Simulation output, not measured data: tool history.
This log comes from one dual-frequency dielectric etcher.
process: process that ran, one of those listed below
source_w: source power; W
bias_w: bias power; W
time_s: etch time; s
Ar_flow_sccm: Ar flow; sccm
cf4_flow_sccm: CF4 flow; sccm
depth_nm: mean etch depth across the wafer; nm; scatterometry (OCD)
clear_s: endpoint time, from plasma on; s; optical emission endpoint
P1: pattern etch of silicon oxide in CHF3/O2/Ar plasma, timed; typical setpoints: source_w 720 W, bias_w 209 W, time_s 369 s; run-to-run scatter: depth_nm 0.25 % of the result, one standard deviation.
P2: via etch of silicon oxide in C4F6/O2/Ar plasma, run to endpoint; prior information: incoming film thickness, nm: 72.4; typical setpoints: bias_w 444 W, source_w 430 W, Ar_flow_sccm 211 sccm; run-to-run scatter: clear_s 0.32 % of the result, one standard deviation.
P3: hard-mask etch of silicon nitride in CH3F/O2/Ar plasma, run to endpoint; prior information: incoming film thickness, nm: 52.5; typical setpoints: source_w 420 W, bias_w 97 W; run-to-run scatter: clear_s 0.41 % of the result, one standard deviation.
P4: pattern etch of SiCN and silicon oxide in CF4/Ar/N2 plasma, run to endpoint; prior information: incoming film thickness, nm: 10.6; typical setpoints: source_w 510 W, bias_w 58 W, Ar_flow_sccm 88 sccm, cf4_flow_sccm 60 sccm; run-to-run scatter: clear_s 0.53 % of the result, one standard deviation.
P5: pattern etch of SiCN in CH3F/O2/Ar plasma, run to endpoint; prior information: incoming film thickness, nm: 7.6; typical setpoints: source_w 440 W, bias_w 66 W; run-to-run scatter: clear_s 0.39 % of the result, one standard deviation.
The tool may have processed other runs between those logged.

{"run": 1, "hour": 9.6, "process": "P1", "source_w": 720, "bias_w": 209, "time_s": 369, "depth_nm": 821.41}
{"run": 2, "hour": 18.8, "process": "P1", "source_w": 720, "bias_w": 209, "time_s": 369, "depth_nm": 825.28}
{"run": 3, "hour": 26.5, "process": "P2", "source_w": 430, "bias_w": 444, "Ar_flow_sccm": 146, "clear_s": 14.585}
{"run": 4, "hour": 33.9, "process": "P1", "source_w": 980, "bias_w": 272, "time_s": 369, "depth_nm": 1012}
{"run": 5, "hour": 42.4, "process": "P4", "source_w": 510, "bias_w": 35, "Ar_flow_sccm": 88, "cf4_flow_sccm": 60, "clear_s": 13.776}
{"run": 6, "hour": 47.3, "process": "P1", "source_w": 720, "bias_w": 209, "time_s": 369, "depth_nm": 819.88}
{"run": 7, "hour": 53.2, "process": "P4", "source_w": 510, "bias_w": 58, "Ar_flow_sccm": 113, "cf4_flow_sccm": 60, "clear_s": 12.288}
{"run": 8, "hour": 61.8, "process": "P3", "source_w": 420, "bias_w": 116, "clear_s": 62.362}
{"run": 9, "hour": 69.8, "process": "P1", "source_w": 720, "bias_w": 209, "time_s": 369, "depth_nm": 822.78}
{"run": 10, "hour": 76.0, "process": "P4", "source_w": 730, "bias_w": 58, "Ar_flow_sccm": 88, "cf4_flow_sccm": 60, "clear_s": 8.5913}
{"run": 11, "hour": 85.2, "process": "P4", "source_w": 510, "bias_w": 58, "Ar_flow_sccm": 88, "cf4_flow_sccm": 60, "clear_s": 11.792}
{"run": 12, "hour": 90.4, "process": "P2", "source_w": 430, "bias_w": 555, "Ar_flow_sccm": 211, "clear_s": 13.961}
{"run": 13, "hour": 96.3, "process": "P1", "source_w": 720, "bias_w": 209, "time_s": 533.5, "depth_nm": 1191.1}
{"run": 14, "hour": 104.6, "process": "P1", "source_w": 720, "bias_w": 292, "time_s": 369, "depth_nm": 926.49}
{"run": 15, "hour": 112.7, "process": "P5", "source_w": 560, "bias_w": 66, "clear_s": 18.367}
{"run": 16, "hour": 117.0, "process": "P2", "source_w": 250, "bias_w": 444, "Ar_flow_sccm": 211, "clear_s": 18.663}
{"run": 17, "hour": 124.6, "process": "P1", "source_w": 720, "bias_w": 209, "time_s": 369, "depth_nm": 825.55}
{"run": 18, "hour": 133.1, "process": "P1", "source_w": 540, "bias_w": 209, "time_s": 369, "depth_nm": 736.92}
{"run": 19, "hour": 137.4, "process": "P3", "source_w": 420, "bias_w": 97, "clear_s": 66.346}
{"run": 20, "hour": 145.7, "process": "P4", "source_w": 510, "bias_w": 58, "Ar_flow_sccm": 88, "cf4_flow_sccm": 60, "clear_s": 11.904}
{"run": 21, "hour": 149.9, "process": "P3", "source_w": 580, "bias_w": 97, "clear_s": 59.074}
{"run": 22, "hour": 157.8, "process": "P5", "source_w": 440, "bias_w": 88, "clear_s": 18.296}
{"run": 23, "hour": 163.4, "process": "P1", "source_w": 720, "bias_w": 209, "time_s": 272.5, "depth_nm": 607.06}
{"run": 24, "hour": 172.1, "process": "P4", "source_w": 510, "bias_w": 58, "Ar_flow_sccm": 88, "cf4_flow_sccm": 48, "clear_s": 12.278}
{"run": 25, "hour": 181.4, "process": "P2", "source_w": 430, "bias_w": 444, "Ar_flow_sccm": 211, "clear_s": 15.125}
{"run": 26, "hour": 187.8, "process": "P5", "source_w": 440, "bias_w": 66, "clear_s": 20.15}
{"run": 27, "hour": 196.2, "process": "P1", "source_w": 490, "bias_w": 258, "time_s": 369, "depth_nm": 765.98}
{"run": 28, "hour": 201.0, "process": "P2", "source_w": 430, "bias_w": 444, "Ar_flow_sccm": 211, "clear_s": 15.268}
{"run": 29, "hour": 209.7, "process": "P5", "source_w": 440, "bias_w": 66, "clear_s": 19.969}
{"run": 30, "hour": 214.4, "process": "P1", "source_w": 720, "bias_w": 209, "time_s": 369, "depth_nm": 823.39}
{"run": 31, "hour": 222.9, "process": "P1", "source_w": 990, "bias_w": 209, "time_s": 369, "depth_nm": 925.06}
{"run": 32, "hour": 230.4, "process": "P1", "source_w": 720, "bias_w": 124, "time_s": 369, "depth_nm": 694.53}
{"run": 33, "hour": 235.1, "process": "P1", "source_w": 720, "bias_w": 209, "time_s": 369, "depth_nm": 820.95}
{"run": 34, "hour": 239.8, "process": "P1", "source_w": 720, "bias_w": 209, "time_s": 369, "depth_nm": 824.03}
{"run": 35, "hour": 244.2, "process": "P1", "source_w": 720, "bias_w": 209, "time_s": 369, "depth_nm": 825.9}
{"run": 36, "hour": 253.6, "process": "P1", "source_w": 720, "bias_w": 209, "time_s": 369, "depth_nm": 831.62}
{"run": 37, "hour": 257.8, "process": "P1", "source_w": 720, "bias_w": 209, "time_s": 369, "depth_nm": 826.99}
{"run": 38, "hour": 265.9, "process": "P1", "source_w": 720, "bias_w": 209, "time_s": 369, "depth_nm": 832.09}
{"hour": 269.9, "done": "wet clean of the chamber"}
{"run": 39, "hour": 272.9, "process": "P1", "source_w": 720, "bias_w": 209, "time_s": 369, "depth_nm": 831.28}
{"run": 40, "hour": 278.6, "process": "P1", "source_w": 720, "bias_w": 209, "time_s": 369, "depth_nm": 833.31}
{"run": 41, "hour": 283.3, "process": "P1", "source_w": 720, "bias_w": 209, "time_s": 369, "depth_nm": 831.67}

The output of P1 has drifted from where it used to be. Each of the 2 causes below, taken at the size shown beside it, accounts for the log equally well:
A: bias power that arrives over what is set, % = 3.78
B: source power that arrives over what is set, % = 3.4
The creep began at about hour 235.1.
All other causes, with the reason each is excluded:
chamber walls in a state that raises the etch rate, %: serviced at hour 269.9, after the change had begun; the process did not return to its earlier output

The 4 check runs listed below each average the results of 5 wafers, and their outcomes are marked with question marks. Under which run would the listed causes produce clearly different results?
{"run": "check 1", "hour": 288.0, "process": "P5", "source_w": 440, "bias_w": 76, "clear_s": "?"}
{"run": "check 2", "hour": 288.0, "process": "P4", "source_w": 680, "bias_w": 36, "Ar_flow_sccm": 88, "cf4_flow_sccm": 60, "clear_s": "?"}
{"run": "check 3", "hour": 288.0, "process": "P3", "source_w": 520, "bias_w": 114, "clear_s": "?"}
{"run": "check 4", "hour": 288.0, "process": "P2", "source_w": 430, "bias_w": 444, "Ar_flow_sccm": 170, "clear_s": "?"}

What each check would give under each cause:
check=check_1 result=clear_s if_A=18.924 if_B=18.937
check=check_2 result=clear_s if_A=10.464 if_B=10.255
check=check_3 result=clear_s if_A=57.139 if_B=57.215
check=check_4 result=clear_s if_A=14.599 if_B=14.616
Distance between the nearest two causes, measured in the result of the check that separates them most: check 1 0.07 %; check 2 2.02 %; check 3 0.13 %; check 4 0.12 %
Check 2 tells the causes apart: in the others they would give nearly the same result.

Then check 2 was run and gave: clear_s 10.294 s. Which cause is it?

B is the cause: source power that arrives over what is set, %.
